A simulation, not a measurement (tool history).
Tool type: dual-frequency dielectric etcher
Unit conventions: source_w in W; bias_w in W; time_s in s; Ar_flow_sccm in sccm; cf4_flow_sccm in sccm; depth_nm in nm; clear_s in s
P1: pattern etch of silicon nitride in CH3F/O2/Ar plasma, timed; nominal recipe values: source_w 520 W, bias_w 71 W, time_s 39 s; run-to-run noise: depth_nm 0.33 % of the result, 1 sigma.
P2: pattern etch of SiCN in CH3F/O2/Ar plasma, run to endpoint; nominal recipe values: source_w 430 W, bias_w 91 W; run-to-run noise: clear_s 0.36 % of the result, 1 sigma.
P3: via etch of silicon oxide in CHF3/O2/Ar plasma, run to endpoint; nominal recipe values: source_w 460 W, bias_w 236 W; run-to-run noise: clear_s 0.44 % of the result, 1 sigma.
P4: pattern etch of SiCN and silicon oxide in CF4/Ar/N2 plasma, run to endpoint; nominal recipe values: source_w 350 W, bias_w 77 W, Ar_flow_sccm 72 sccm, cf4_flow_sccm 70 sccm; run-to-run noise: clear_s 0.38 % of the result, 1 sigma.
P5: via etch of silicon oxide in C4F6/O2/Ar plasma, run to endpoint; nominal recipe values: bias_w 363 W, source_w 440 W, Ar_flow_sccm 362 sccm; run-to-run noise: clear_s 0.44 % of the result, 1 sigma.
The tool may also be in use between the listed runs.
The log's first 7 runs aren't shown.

run,hour,process,source_w,bias_w,time_s,Ar_flow_sccm,cf4_flow_sccm,hours since the last wet clean,hours since the last source power generator calibration,hours since the last bias power generator calibration,depth_nm,clear_s
8,66.3,P1,520,71,21.5,,,538.8,1054.8,1488,15.979,
9,77.3,P3,460,236,,,,549.8,1065.8,1499,,282.92
10,88.6,P1,690,58,39,,,561.1,1077.1,1510.3,30.262,
11,101,P4,490,77,,72,70,573.5,1089.5,1522.7,,12.872
12,108.5,P1,700,71,39,,,581,1097,1530.2,32.541,
13,115.7,P5,440,363,,362,,588.2,1104.2,1537.4,,33.352
14,121.9,P5,440,363,,362,,594.4,1110.4,1543.6,,33.127
15,131.7,P1,520,71,56.5,,,604.2,1120.2,1553.4,41.892,
16,140.8,P1,520,93,39,,,613.3,1129.3,1562.5,31.774,
17,149.6,P4,350,77,,72,90,622.1,1138.1,1571.3,,16.734
18,162.3,P2,430,91,,,,634.8,1150.8,1584,,13.693
19,173.5,P3,460,236,,,,646,1162,1595.2,,281.17
20,182.3,P1,520,71,39,,,654.8,1170.8,1604,29.001,
21,189.1,P4,350,108,,72,70,661.6,1177.6,1610.8,,15.4

What does the tool deliver on the next run?
22,200.3,P4,350,77,,96,70,672.8,1188.8,1622,,?

clear_s: 18.012 s
